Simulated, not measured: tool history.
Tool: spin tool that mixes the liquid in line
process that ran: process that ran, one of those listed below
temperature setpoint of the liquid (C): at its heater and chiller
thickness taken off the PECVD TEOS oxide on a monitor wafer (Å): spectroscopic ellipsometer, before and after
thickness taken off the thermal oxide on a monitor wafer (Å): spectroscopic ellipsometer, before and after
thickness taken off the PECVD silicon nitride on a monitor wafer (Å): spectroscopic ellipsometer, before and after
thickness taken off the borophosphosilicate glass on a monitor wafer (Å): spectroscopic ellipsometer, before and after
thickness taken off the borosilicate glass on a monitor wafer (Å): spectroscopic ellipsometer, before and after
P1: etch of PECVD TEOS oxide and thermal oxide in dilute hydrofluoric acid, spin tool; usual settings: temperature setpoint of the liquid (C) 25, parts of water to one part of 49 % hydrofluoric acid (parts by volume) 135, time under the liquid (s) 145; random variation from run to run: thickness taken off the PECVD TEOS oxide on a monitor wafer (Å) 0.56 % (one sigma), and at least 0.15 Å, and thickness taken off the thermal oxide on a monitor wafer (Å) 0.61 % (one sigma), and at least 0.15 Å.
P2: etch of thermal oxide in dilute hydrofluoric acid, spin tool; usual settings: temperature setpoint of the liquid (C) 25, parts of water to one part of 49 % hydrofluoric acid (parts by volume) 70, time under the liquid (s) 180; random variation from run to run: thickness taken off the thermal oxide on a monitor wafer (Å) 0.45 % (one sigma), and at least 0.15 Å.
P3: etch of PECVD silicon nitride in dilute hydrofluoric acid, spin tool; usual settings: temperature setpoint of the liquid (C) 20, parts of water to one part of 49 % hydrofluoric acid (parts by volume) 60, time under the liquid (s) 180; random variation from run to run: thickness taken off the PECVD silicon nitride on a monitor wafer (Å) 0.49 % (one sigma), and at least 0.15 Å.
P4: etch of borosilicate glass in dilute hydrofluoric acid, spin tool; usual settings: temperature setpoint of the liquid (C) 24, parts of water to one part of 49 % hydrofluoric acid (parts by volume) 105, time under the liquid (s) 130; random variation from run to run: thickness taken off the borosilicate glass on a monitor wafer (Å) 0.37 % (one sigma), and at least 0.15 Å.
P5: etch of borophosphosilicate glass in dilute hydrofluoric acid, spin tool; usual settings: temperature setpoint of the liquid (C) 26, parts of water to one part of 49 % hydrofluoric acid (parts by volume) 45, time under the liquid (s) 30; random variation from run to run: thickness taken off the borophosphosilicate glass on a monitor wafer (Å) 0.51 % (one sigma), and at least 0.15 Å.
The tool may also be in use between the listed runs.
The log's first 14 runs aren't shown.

| run | day | process that ran | temperature setpoint of the liquid (C) | parts of water to one part of 49 % hydrofluoric acid (parts by volume) | time under the liquid (s) | hours since the thermometer was replaced | hours since the hydrofluoric acid flow meter was replaced | thickness taken off the PECVD TEOS oxide on a monitor wafer (Å) | thickness taken off the thermal oxide on a monitor wafer (Å) | thickness taken off the PECVD silicon nitride on a monitor wafer (Å) | thickness taken off the borophosphosilicate glass on a monitor wafer (Å) | thickness taken off the borosilicate glass on a monitor wafer (Å) |
|---|---|---|---|---|---|---|---|---|---|---|---|---|
| 15 | 7.271 | P2 | 17 | 70 | 180 | 907.1 | 1034.1 |  | 85.473 |  |  |  |
| 16 | 7.767 | P2 | 25 | 70 | 180 | 919 | 1046 |  | 119.76 |  |  |  |
| 17 | 8.067 | P4 | 24 | 105 | 130 | 926.2 | 1053.2 |  |  |  |  | 343.27 |
| 18 | 8.542 | P4 | 24 | 175 | 130 | 937.6 | 1064.6 |  |  |  |  | 189 |
| 19 | 8.842 | P4 | 24 | 105 | 130 | 944.8 | 1071.8 |  |  |  |  | 342.79 |
| 20 | 9.388 | P1 | 25 | 135 | 145 | 957.9 | 1084.9 | 240.18 | 52.729 |  |  |  |
| 21 | 9.75 | P3 | 20 | 60 | 180 | 966.6 | 1093.6 |  |  | 59.116 |  |  |
| 22 | 10.208 | P2 | 25 | 70 | 345 | 977.6 | 1104.6 |  | 232.2 |  |  |  |
| 23 | 10.829 | P5 | 33.5 | 45 | 30 | 992.5 | 1119.5 |  |  |  | 569.1 |  |
| 24 | 11.5 | P1 | 25 | 135 | 145 | 1008.6 | 1135.6 | 239.95 | 52.08 |  |  |  |
| 25 | 11.85 | P1 | 25 | 30 | 145 | 1017 | 1144 | 1237.7 | 270.11 |  |  |  |
| 26 | 12.333 | P3 | 20 | 20 | 180 | 1028.6 | 1155.6 |  |  | 171.86 |  |  |
| 27 | 12.833 | P2 | 25 | 20 | 180 | 1040.6 | 1167.6 |  | 451.81 |  |  |  |

The next listed run, before its measurement:
| 28 | 13.367 | P1 | 25 | 135 | 145 | 1053.4 | 1180.4 | ? | ? |  |  |  |

thickness taken off the PECVD TEOS oxide on a monitor wafer (Å): 240.69
thickness taken off the thermal oxide on a monitor wafer (Å): 52.863
